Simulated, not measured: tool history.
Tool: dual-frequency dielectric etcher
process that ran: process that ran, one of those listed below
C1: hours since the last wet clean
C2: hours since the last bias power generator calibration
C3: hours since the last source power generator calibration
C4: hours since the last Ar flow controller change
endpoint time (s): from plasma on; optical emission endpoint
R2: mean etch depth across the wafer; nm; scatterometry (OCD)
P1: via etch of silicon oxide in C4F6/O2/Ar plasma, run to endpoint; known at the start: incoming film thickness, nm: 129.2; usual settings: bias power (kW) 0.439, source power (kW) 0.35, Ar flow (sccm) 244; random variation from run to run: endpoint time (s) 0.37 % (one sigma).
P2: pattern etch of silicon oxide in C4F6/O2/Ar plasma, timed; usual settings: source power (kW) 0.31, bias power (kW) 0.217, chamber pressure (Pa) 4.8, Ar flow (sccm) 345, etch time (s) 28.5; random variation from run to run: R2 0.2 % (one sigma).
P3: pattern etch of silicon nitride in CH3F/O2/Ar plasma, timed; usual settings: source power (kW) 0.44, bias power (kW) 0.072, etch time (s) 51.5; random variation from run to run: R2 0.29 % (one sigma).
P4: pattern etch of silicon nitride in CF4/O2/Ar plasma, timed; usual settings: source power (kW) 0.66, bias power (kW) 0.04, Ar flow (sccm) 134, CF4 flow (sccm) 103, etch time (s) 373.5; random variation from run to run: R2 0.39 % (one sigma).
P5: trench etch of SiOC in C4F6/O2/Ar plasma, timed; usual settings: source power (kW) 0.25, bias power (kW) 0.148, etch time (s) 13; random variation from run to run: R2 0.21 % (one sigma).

Run 1, hour 13.9: process that ran P1, bias power (kW) 0.439, source power (kW) 0.35, Ar flow (sccm) 244; C1 316.2; C2 1680.3; C3 559.6; C4 1292.6. Result: endpoint time (s) 30.479.
Run 2, hour 32: process that ran P2, bias power (kW) 0.217, source power (kW) 0.37, Ar flow (sccm) 345, chamber pressure (Pa) 4.8, etch time (s) 28.5; C1 334.3; C2 1698.4; C3 577.7; C4 1310.7. Result: R2 90.781 nm.
Run 3, hour 40.2: process that ran P1, bias power (kW) 0.439, source power (kW) 0.41, Ar flow (sccm) 315; C1 342.5; C2 1706.6; C3 585.9; C4 1318.9. Result: endpoint time (s) 29.563.
Run 4, hour 55.9: process that ran P1, bias power (kW) 0.439, source power (kW) 0.35, Ar flow (sccm) 341; C1 358.2; C2 1722.3; C3 601.6; C4 1334.6. Result: endpoint time (s) 31.616.
Run 5, hour 70.5: process that ran P4, bias power (kW) 0.04, source power (kW) 0.66, Ar flow (sccm) 93, etch time (s) 373.5, CF4 flow (sccm) 103; C1 372.8; C2 1736.9; C3 616.2; C4 1349.2. Result: R2 832.94 nm.
Run 6, hour 79.7: process that ran P1, bias power (kW) 0.439, source power (kW) 0.35, Ar flow (sccm) 244; C1 382; C2 1746.1; C3 625.4; C4 1358.4. Result: endpoint time (s) 30.588.
Run 7, hour 95.9: process that ran P1, bias power (kW) 0.439, source power (kW) 0.24, Ar flow (sccm) 244; C1 398.2; C2 1762.3; C3 641.6; C4 1374.6. Result: endpoint time (s) 34.689.
Run 8, hour 107.4: process that ran P5, bias power (kW) 0.148, source power (kW) 0.25, etch time (s) 19.5; C1 409.7; C2 1773.8; C3 653.1; C4 1386.1. Result: R2 31.251 nm.
Run 9, hour 123.3: process that ran P1, bias power (kW) 0.439, source power (kW) 0.35, Ar flow (sccm) 147; C1 425.6; C2 1789.7; C3 669; C4 1402. Result: endpoint time (s) 28.582.
Run 10, hour 133.1: process that ran P2, bias power (kW) 0.217, source power (kW) 0.31, Ar flow (sccm) 345, chamber pressure (Pa) 6.3, etch time (s) 28.5; C1 435.4; C2 1799.5; C3 678.8; C4 1411.8. Result: R2 81.978 nm.
Run 11, hour 150.1: process that ran P1, bias power (kW) 0.439, source power (kW) 0.47, Ar flow (sccm) 184; C1 452.4; C2 1816.5; C3 695.8; C4 1428.8. Result: endpoint time (s) 26.55.
Run 12, hour 159.3: process that ran P4, bias power (kW) 0.04, source power (kW) 0.87, Ar flow (sccm) 134, etch time (s) 373.5, CF4 flow (sccm) 103; C1 461.6; C2 1825.7; C3 705; C4 1438. Result: R2 1011.7 nm.
Run 13, hour 176.3: process that ran P4, bias power (kW) 0.04, source power (kW) 0.66, Ar flow (sccm) 134, etch time (s) 373.5, CF4 flow (sccm) 125; C1 478.6; C2 1842.7; C3 722; C4 1455. Result: R2 815.87 nm.
Run 14, hour 184.7: process that ran P3, bias power (kW) 0.072, source power (kW) 0.44, etch time (s) 76.5; C1 487; C2 1851.1; C3 730.4; C4 1463.4. Result: R2 55.91 nm.
Run 15, hour 200.9: process that ran P4, bias power (kW) 0.04, source power (kW) 0.66, Ar flow (sccm) 134, etch time (s) 205.5, CF4 flow (sccm) 103; C1 503.2; C2 1867.3; C3 746.6; C4 1479.6. Result: R2 438 nm.
Run 16, hour 219: process that ran P4, bias power (kW) 0.04, source power (kW) 0.66, Ar flow (sccm) 134, etch time (s) 373.5, CF4 flow (sccm) 103; C1 521.3; C2 1885.4; C3 764.7; C4 1497.7. Result: R2 792.42 nm.
Run 17, hour 228: process that ran P1, bias power (kW) 0.439, source power (kW) 0.35, Ar flow (sccm) 244; C1 530.3; C2 1894.4; C3 773.7; C4 1506.7. Result: endpoint time (s) 30.404.
Run 18, hour 243.5: process that ran P4, bias power (kW) 0.031, source power (kW) 0.66, Ar flow (sccm) 134, etch time (s) 373.5, CF4 flow (sccm) 103; C1 545.8; C2 1909.9; C3 789.2; C4 1522.2. Result: R2 726.31 nm.
Run 19, hour 260.3: process that ran P1, bias power (kW) 0.439, source power (kW) 0.35, Ar flow (sccm) 244; C1 562.6; C2 1926.7; C3 806; C4 1539. Result: endpoint time (s) 30.354.
Run 20, hour 274.6: process that ran P3, bias power (kW) 0.072, source power (kW) 0.52, etch time (s) 51.5; C1 576.9; C2 1941; C3 820.3; C4 1553.3. Result: R2 40.008 nm.
Run 21, hour 291.6: process that ran P2, bias power (kW) 0.217, source power (kW) 0.31, Ar flow (sccm) 345, chamber pressure (Pa) 4.8, etch time (s) 28.5; C1 593.9; C2 1958; C3 837.3; C4 1570.3. Result: R2 84.507 nm.
Run 22, hour 305.8: process that ran P2, bias power (kW) 0.171, source power (kW) 0.31, Ar flow (sccm) 345, chamber pressure (Pa) 4.8, etch time (s) 28.5; C1 608.1; C2 1972.2; C3 851.5; C4 1584.5. Result: R2 78.183 nm.
At hour 308: wet clean of the chamber.
Run 23, hour 316: process that ran P2, bias power (kW) 0.217, source power (kW) 0.31, Ar flow (sccm) 254, chamber pressure (Pa) 4.8, etch time (s) 28.5; C1 8.1; C2 1982.4; C3 861.7; C4 1594.7. Result: R2 87.71 nm.
Run 24, hour 329.2: process that ran P5, bias power (kW) 0.148, source power (kW) 0.25, etch time (s) 13; C1 21.3; C2 1995.6; C3 874.9; C4 1607.9. Result: R2 20.801 nm.
Run 25, hour 345.7: process that ran P1, bias power (kW) 0.526, source power (kW) 0.35, Ar flow (sccm) 244; C1 37.8; C2 2012.1; C3 891.4; C4 1624.4. Result: endpoint time (s) 28.597.
Run 26, hour 359.1: process that ran P3, bias power (kW) 0.072, source power (kW) 0.44, etch time (s) 51.5; C1 51.2; C2 2025.5; C3 904.8; C4 1637.8. Result: R2 37.648 nm.
Run 27, hour 367.4: process that ran P1, bias power (kW) 0.439, source power (kW) 0.45, Ar flow (sccm) 244; C1 59.5; C2 2033.8; C3 913.1; C4 1646.1. Result: endpoint time (s) 27.718.
Run 28, hour 384.3: process that ran P2, bias power (kW) 0.217, source power (kW) 0.31, Ar flow (sccm) 345, chamber pressure (Pa) 4.8, etch time (s) 40.5; C1 76.4; C2 2050.7; C3 930; C4 1663. Result: R2 120.49 nm.
Run 29, hour 398.6: process that ran P5, bias power (kW) 0.117, source power (kW) 0.25, etch time (s) 13; C1 90.7; C2 2065; C3 944.3; C4 1677.3. Result: R2 19.327 nm.
Run 30, hour 414.4: process that ran P5, bias power (kW) 0.148, source power (kW) 0.15, etch time (s) 13; C1 106.5; C2 2080.8; C3 960.1; C4 1693.1. Result: R2 17.1 nm.
Run 31, hour 425.8: process that ran P1, bias power (kW) 0.439, source power (kW) 0.35, Ar flow (sccm) 244; C1 117.9; C2 2092.2; C3 971.5; C4 1704.5. Result: endpoint time (s) 30.528.
Run 32, hour 437.8: process that ran P1, bias power (kW) 0.327, source power (kW) 0.35, Ar flow (sccm) 244; C1 129.9; C2 2104.2; C3 983.5; C4 1716.5. Result: endpoint time (s) 34.059.
Run 33, hour 455.1: process that ran P1, bias power (kW) 0.439, source power (kW) 0.42, Ar flow (sccm) 149; C1 147.2; C2 2121.5; C3 1000.8; C4 1733.8. Result: endpoint time (s) 26.962.
Run 34, hour 471.7: process that ran P3, bias power (kW) 0.045, source power (kW) 0.44, etch time (s) 51.5; C1 163.8; C2 2138.1; C3 1017.4; C4 1750.4. Result: R2 32.042 nm.
Run 35, hour 483.1: process that ran P4, bias power (kW) 0.04, source power (kW) 0.66, Ar flow (sccm) 134, etch time (s) 373.5, CF4 flow (sccm) 103; C1 175.2; C2 2149.5; C3 1028.8; C4 1761.8. Result: R2 794.57 nm.
Run 36, hour 501.2: process that ran P1, bias power (kW) 0.439, source power (kW) 0.35, Ar flow (sccm) 244; C1 193.3; C2 2167.6; C3 1046.9; C4 1779.9. Result: endpoint time (s) 30.305.
Run 37, hour 519.3: process that ran P1, bias power (kW) 0.439, source power (kW) 0.35, Ar flow (sccm) 244; C1 211.4; C2 2185.7; C3 1065; C4 1798. Result: endpoint time (s) 30.733.
Run 38, hour 534.6: process that ran P1, bias power (kW) 0.439, source power (kW) 0.35, Ar flow (sccm) 244; C1 226.7; C2 2201; C3 1080.3; C4 1813.3. Result: endpoint time (s) 30.756.
At hour 542.1: wet clean of the chamber.
Run 39, hour 544.4: process that ran P1, bias power (kW) 0.439, source power (kW) 0.35, Ar flow (sccm) 244; C1 2.4; C2 2210.8; C3 1090.1; C4 1823.1. Result: endpoint time (s) 30.735.
Run 40, hour 554.7: process that ran P1, bias power (kW) 0.439, source power (kW) 0.35, Ar flow (sccm) 244; C1 12.7; C2 2221.1; C3 1100.4; C4 1833.4. Result: endpoint time (s) 30.875.
Run 41, hour 570: process that ran P1, bias power (kW) 0.439, source power (kW) 0.35, Ar flow (sccm) 244; C1 28; C2 2236.4; C3 1115.7; C4 1848.7. Result: endpoint time (s) 30.894.
Run 42, hour 587.8: process that ran P1, bias power (kW) 0.439, source power (kW) 0.35, Ar flow (sccm) 244; C1 45.8; C2 2254.2; C3 1133.5; C4 1866.5. Result: endpoint time (s) 30.964.
Run 43, hour 603: process that ran P1, bias power (kW) 0.439, source power (kW) 0.35, Ar flow (sccm) 244; C1 61; C2 2269.4; C3 1148.7; C4 1881.7. Result: endpoint time (s) 30.938.
Run 44, hour 614.6: process that ran P1, bias power (kW) 0.439, source power (kW) 0.35, Ar flow (sccm) 244; C1 72.6; C2 2281; C3 1160.3; C4 1893.3. Result: endpoint time (s) 30.93.

What P1 gives has crept away from where it was. These 2 causes fit the log equally well, each at the size given:
A: bias power that arrives under what is set, % = 4.86
B: source power that arrives under what is set, % = 4.84
The creep began at about hour 501.2.
Why every other cause is out:
chamber walls in a state that lowers the etch rate, %: serviced at hour 542.1, which brought nothing back
Ar flow that arrives over what is set, %: at most 8, which would move endpoint time (s) by +0.9 %: too little, or the wrong way

4 check runs are offered, each on 2 wafers whose results are averaged, their results left as question marks. Which one tells the causes apart?
Run check 1, hour 626.2: process that ran P2, bias power (kW) 0.217, source power (kW) 0.31, Ar flow (sccm) 280, chamber pressure (Pa) 4.8, etch time (s) 40.5. Result: R2 ?.
Run check 2, hour 626.2: process that ran P4, bias power (kW) 0.04, source power (kW) 0.66, Ar flow (sccm) 134, etch time (s) 222, CF4 flow (sccm) 103. Result: R2 ?.
Run check 3, hour 626.2: process that ran P3, bias power (kW) 0.055, source power (kW) 0.44, etch time (s) 74.5. Result: R2 ?.
Run check 4, hour 626.2: process that ran P5, bias power (kW) 0.148, source power (kW) 0.16, etch time (s) 19. Result: R2 ?.

What each check would give under each cause:
  check  result    if A    if B
check 1      R2  121.14  120.84
check 2      R2   463.2  451.54
check 3      R2  48.734  48.566
check 4      R2  25.197   25.12
How far apart the two closest causes lie, in the result that separates them most: check 1 0.24 %; check 2 2.55 %; check 3 0.35 %; check 4 0.3 %
Check 2 tells the causes apart: in the others they would give nearly the same result.

Check 2 was then run and gave: R2 451.42 nm. Which cause is it?

It is B: source power that arrives under what is set, %.
